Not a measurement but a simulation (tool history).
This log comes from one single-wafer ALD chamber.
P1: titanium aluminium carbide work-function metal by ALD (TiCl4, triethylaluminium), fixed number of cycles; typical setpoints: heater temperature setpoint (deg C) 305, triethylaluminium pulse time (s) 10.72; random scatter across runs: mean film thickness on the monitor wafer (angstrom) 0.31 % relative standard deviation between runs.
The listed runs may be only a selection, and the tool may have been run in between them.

run   hour  heater temperature setpoint (deg C)  triethylaluminium pulse time (s)  hours since the last thermocouple change  hours since the last triethylaluminium bottle change  mean film thickness on the monitor wafer (angstrom)
  1   10.5                                  305                             10.72                                     871.6                                                 285.0                                               20.508
  2   27.0                                  305                             10.72                                     888.1                                                 301.5                                               20.510
  3   45.3                                  305                             13.86                                     906.4                                                 319.8                                               20.935
  4   60.0                                  305                              4.56                                     921.1                                                 334.5                                               16.658
      69.2  -- triethylaluminium bottle replaced
  5   74.5                                  305                             10.72                                     935.6                                                   5.4                                               20.530
  6   83.7                                  305                             10.72                                     944.8                                                  14.6                                               20.428
  7   98.4                                  328                             10.72                                     959.5                                                  29.3                                               22.579
  8  109.7                                  327                             17.43                                     970.8                                                  40.6                                               22.923
  9  117.6                                  305                             10.72                                     978.7                                                  48.5                                               20.530
 10  131.9                                  305                             10.72                                     993.0                                                  62.8                                               20.413
 11  144.8                                  305                             10.72                                    1005.9                                                  75.7                                               20.571
 12  153.8                                  282                             10.72                                    1014.9                                                  84.7                                               18.571
 13  163.9                                  305                             10.72                                    1025.0                                                  94.8                                               20.370
 14  176.8                                  305                             10.72                                    1037.9                                                 107.7                                               20.331
 15  194.6                                  305                             10.72                                    1055.7                                                 125.5                                               20.261
 16  207.1                                  305                             10.72                                    1068.2                                                 138.0                                               20.145
 17  215.6                                  305                             10.72                                    1076.7                                                 146.5                                               20.145
 18  223.6                                  305                             10.72                                    1084.7                                                 154.5                                               20.094
 19  233.8                                  305                             10.72                                    1094.9                                                 164.7                                               20.070
 20  248.4                                  305                             10.72                                    1109.5                                                 179.3                                               20.033
 21  262.8                                  305                             10.72                                    1123.9                                                 193.7                                               20.014
 22  276.9                                  305                             10.72                                    1138.0                                                 207.8                                               20.071
 23  292.9                                  305                             10.72                                    1154.0                                                 223.8                                               19.946

What P1 gives has crept off from where it sat before. The 2 causes that follow fit the log equally well, each at the size noted:
A: wafer temperature below the value expected at the setpoint (K) = 5.74
B: triethylaluminium dose below that of a fresh bottle (%) = 18.2
Creep in the process output first set in at about hour 163.9.

Question marks stand in for the results of the 4 check runs listed below, each run on one wafer. Under which run would the listed causes show clearly different results?
check 1  308.9                                  295                             10.72                                                                                                                                                    ?
check 2  308.9                                  316                              5.81                                                                                                                                                    ?
check 3  308.9                                  322                             10.72                                                                                                                                                    ?
check 4  308.9                                  292                             10.72                                                                                                                                                    ?

Check results expected under each cause:
  check                                               result    if A    if B
check 1  mean film thickness on the monitor wafer (angstrom)  19.148  19.165
check 2  mean film thickness on the monitor wafer (angstrom)  18.612  17.753
check 3  mean film thickness on the monitor wafer (angstrom)  21.508  21.479
check 4  mean film thickness on the monitor wafer (angstrom)  18.889  18.912
Gap, in per cent, between the two causes that each check separates least, read from the result that separates them most: check 1 0.09 %; check 2 4.72 %; check 3 0.14 %; check 4 0.12 %
The causes can be told apart only by check 2. The other checks would give nearly the same results under each of them.

With check 2 done, the readings were: mean film thickness on the monitor wafer (angstrom) 17.772. Identify which of the listed causes applies.

The correct cause is B, namely: triethylaluminium dose below that of a fresh bottle (%).

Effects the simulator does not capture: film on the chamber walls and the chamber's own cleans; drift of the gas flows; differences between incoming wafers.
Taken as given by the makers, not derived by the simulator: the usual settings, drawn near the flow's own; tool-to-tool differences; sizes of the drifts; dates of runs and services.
